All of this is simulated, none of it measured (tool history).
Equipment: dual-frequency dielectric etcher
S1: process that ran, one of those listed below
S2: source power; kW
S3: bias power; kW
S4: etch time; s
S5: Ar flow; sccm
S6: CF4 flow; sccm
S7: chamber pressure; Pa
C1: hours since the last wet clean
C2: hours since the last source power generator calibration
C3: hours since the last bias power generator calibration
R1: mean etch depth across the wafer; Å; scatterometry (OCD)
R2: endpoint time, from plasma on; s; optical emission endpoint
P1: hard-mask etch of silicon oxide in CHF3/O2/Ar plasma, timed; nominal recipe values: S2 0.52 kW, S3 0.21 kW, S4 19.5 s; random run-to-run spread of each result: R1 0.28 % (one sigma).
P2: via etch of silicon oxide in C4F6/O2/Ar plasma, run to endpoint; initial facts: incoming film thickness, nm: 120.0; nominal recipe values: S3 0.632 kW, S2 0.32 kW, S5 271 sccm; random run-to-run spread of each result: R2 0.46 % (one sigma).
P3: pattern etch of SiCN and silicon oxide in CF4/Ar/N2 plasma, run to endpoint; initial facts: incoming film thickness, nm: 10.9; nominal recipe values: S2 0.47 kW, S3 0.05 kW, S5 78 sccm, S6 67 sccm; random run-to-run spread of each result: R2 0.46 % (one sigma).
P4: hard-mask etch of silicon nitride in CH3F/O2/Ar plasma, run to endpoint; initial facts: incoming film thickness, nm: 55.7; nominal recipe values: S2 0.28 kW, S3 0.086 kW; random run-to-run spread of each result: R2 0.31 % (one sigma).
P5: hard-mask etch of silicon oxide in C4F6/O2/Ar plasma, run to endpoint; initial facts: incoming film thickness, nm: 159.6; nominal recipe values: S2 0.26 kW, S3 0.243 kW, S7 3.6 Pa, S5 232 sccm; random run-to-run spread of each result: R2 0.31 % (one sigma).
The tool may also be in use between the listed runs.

| run | hour | S1 | S2 | S3 | S4 | S5 | S6 | S7 | C1 | C2 | C3 | R1 | R2 |
|---|---|---|---|---|---|---|---|---|---|---|---|---|---|
| 1 | 4.1 | P1 | 0.52 | 0.21 | 19.5 |  |  |  | 220 | 599.7 | 878.6 | 375.04 |  |
| 2 | 6.6 | P3 | 0.47 | 0.05 |  | 78 | 91 |  | 222.5 | 602.2 | 881.1 |  | 12.256 |
| 3 | 8.7 | P1 | 0.52 | 0.27 | 24 |  |  |  | 224.6 | 604.3 | 883.2 | 505.87 |  |
| 4 | 10.6 | P2 | 0.32 | 0.38 |  | 271 |  |  | 226.5 | 606.2 | 885.1 |  | 29.871 |
| 5 | 13.4 | P1 | 0.52 | 0.21 | 19.5 |  |  |  | 229.3 | 609 | 887.9 | 373.63 |  |
| 6 | 17.6 | P4 | 0.28 | 0.121 |  |  |  |  | 233.5 | 613.2 | 892.1 |  | 75.771 |
| 7 | 19.7 | P1 | 0.52 | 0.284 | 19.5 |  |  |  | 235.6 | 615.3 | 894.2 | 420.06 |  |
| 8 | 21.7 | P3 | 0.47 | 0.064 |  | 78 | 67 |  | 237.6 | 617.3 | 896.2 |  | 11.872 |
| 9 | 24.9 | P1 | 0.52 | 0.21 | 29 |  |  |  | 240.8 | 620.5 | 899.4 | 560.82 |  |
| 10 | 29 | P2 | 0.32 | 0.632 |  | 221 |  |  | 244.9 | 624.6 | 903.5 |  | 24.097 |
|  | 31.3 | bias power generator calibrated |
| 11 | 32 | P4 | 0.28 | 0.086 |  |  |  |  | 247.9 | 627.6 | 0.7 |  | 85.782 |
| 12 | 35.2 | P5 | 0.26 | 0.345 |  | 232 |  | 3.6 | 251.1 | 630.8 | 3.9 |  | 45.463 |
| 13 | 38.9 | P3 | 0.47 | 0.05 |  | 78 | 67 |  | 254.8 | 634.5 | 7.6 |  | 12.986 |
| 14 | 42.3 | P1 | 0.52 | 0.129 | 19.5 |  |  |  | 258.2 | 637.9 | 11 | 319.77 |  |
| 15 | 46 | P1 | 0.52 | 0.21 | 19.5 |  |  |  | 261.9 | 641.6 | 14.7 | 374.09 |  |
| 16 | 49.6 | P3 | 0.47 | 0.05 |  | 110 | 67 |  | 265.5 | 645.2 | 18.3 |  | 13.705 |
| 17 | 52.9 | P5 | 0.26 | 0.243 |  | 232 |  | 3.6 | 268.8 | 648.5 | 21.6 |  | 51.732 |
| 18 | 55.3 | P2 | 0.44 | 0.632 |  | 271 |  |  | 271.2 | 650.9 | 24 |  | 22.007 |
| 19 | 57.3 | P5 | 0.26 | 0.243 |  | 325 |  | 3.6 | 273.2 | 652.9 | 26 |  | 53.764 |
| 20 | 59.3 | P1 | 0.71 | 0.21 | 28.5 |  |  |  | 275.2 | 654.9 | 28 | 615.76 |  |
| 21 | 61.7 | P4 | 0.28 | 0.086 |  |  |  |  | 277.6 | 657.3 | 30.4 |  | 85.916 |
| 22 | 65.3 | P4 | 0.4 | 0.086 |  |  |  |  | 281.2 | 660.9 | 34 |  | 75.223 |
| 23 | 68.9 | P5 | 0.36 | 0.243 |  | 232 |  | 3.6 | 284.8 | 664.5 | 37.6 |  | 45.5 |
| 24 | 71.7 | P5 | 0.26 | 0.243 |  | 232 |  | 3.6 | 287.6 | 667.3 | 40.4 |  | 51.641 |
| 25 | 75.6 | P1 | 0.52 | 0.21 | 19.5 |  |  |  | 291.5 | 671.2 | 44.3 | 375.89 |  |
| 26 | 77.6 | P1 | 0.52 | 0.21 | 11 |  |  |  | 293.5 | 673.2 | 46.3 | 212.06 |  |
| 27 | 81.2 | P2 | 0.32 | 0.632 |  | 271 |  |  | 297.1 | 676.8 | 49.9 |  | 24.688 |
| 28 | 83.2 | P1 | 0.71 | 0.21 | 19.5 |  |  |  | 299.1 | 678.8 | 51.9 | 423.64 |  |
| 29 | 85.8 | P1 | 0.67 | 0.285 | 19.5 |  |  |  | 301.7 | 681.4 | 54.5 | 462.19 |  |
| 30 | 88.8 | P5 | 0.26 | 0.243 |  | 232 |  | 4.8 | 304.7 | 684.4 | 57.5 |  | 53.691 |
| 31 | 92.2 | P3 | 0.31 | 0.05 |  | 78 | 67 |  | 308.1 | 687.8 | 60.9 |  | 18.798 |
| 32 | 95.4 | P1 | 0.39 | 0.21 | 19.5 |  |  |  | 311.3 | 691 | 64.1 | 337.07 |  |
| 33 | 99.6 | P1 | 0.52 | 0.21 | 19.5 |  |  |  | 315.5 | 695.2 | 68.3 | 374.27 |  |
| 34 | 101.8 | P1 | 0.52 | 0.21 | 19.5 |  |  |  | 317.7 | 697.4 | 70.5 | 376.76 |  |
| 35 | 104.7 | P1 | 0.52 | 0.21 | 19.5 |  |  |  | 320.6 | 700.3 | 73.4 | 378.68 |  |
| 36 | 106.9 | P1 | 0.52 | 0.21 | 19.5 |  |  |  | 322.8 | 702.5 | 75.6 | 379.1 |  |
|  | 108.5 | wet clean of the chamber |
| 37 | 109.6 | P1 | 0.52 | 0.21 | 19.5 |  |  |  | 1.2 | 705.2 | 78.3 | 379.8 |  |
| 38 | 111.7 | P1 | 0.52 | 0.21 | 19.5 |  |  |  | 3.3 | 707.3 | 80.4 | 379.46 |  |
| 39 | 116 | P1 | 0.52 | 0.21 | 19.5 |  |  |  | 7.6 | 711.6 | 84.7 | 383.52 |  |
| 40 | 119.4 | P1 | 0.52 | 0.21 | 19.5 |  |  |  | 11 | 715 | 88.1 | 381.21 |  |

P1 has crept away from where it was. The log is fitted equally well by each of these 2 causes, at the sizes shown:
A: bias power that arrives over what is set, % = 4.58
B: source power that arrives over what is set, % = 4.24
At approximately hour 99.6, the process output began to creep.
Every other cause this tool's parts could produce, and why it does not fit the log:
chamber walls in a state that raises the etch rate, %: work on it at hour 108.5, done after the drift set in, did not restore what the process gave before

4 check runs are offered, each on 3 wafers whose results are averaged, their results left as question marks. Which one tells the causes apart?
| check 1 | 122.8 | P4 | 0.39 | 0.12 |  |  |  |  |  |  |  |  | ? |
| check 2 | 122.8 | P5 | 0.26 | 0.315 |  | 294 |  | 3.6 |  |  |  |  | ? |
| check 3 | 122.8 | P3 | 0.33 | 0.05 |  | 101 | 67 |  |  |  |  |  | ? |
| check 4 | 122.8 | P2 | 0.41 | 0.437 |  | 271 |  |  |  |  |  |  | ? |

What every check run would give for each of its results, assuming each possible cause in turn:
| check | result | if A | if B |
|---|---|---|---|
| check 1 | R2 | 65.922 | 66.038 |
| check 2 | R2 | 47.609 | 47.64 |
| check 3 | R2 | 18.194 | 17.791 |
| check 4 | R2 | 25.537 | 25.564 |
Separation of the two closest causes in each check, using whichever result separates them best: check 1 0.18 %; check 2 0.06 %; check 3 2.24 %; check 4 0.1 %
Check 3 is the one run that separates the causes; every other check would come out nearly the same whichever cause is at work.

Check 3 was carried out, with these results: R2 18.156 s. Which of the listed causes is responsible?

It is A: bias power that arrives over what is set, %.
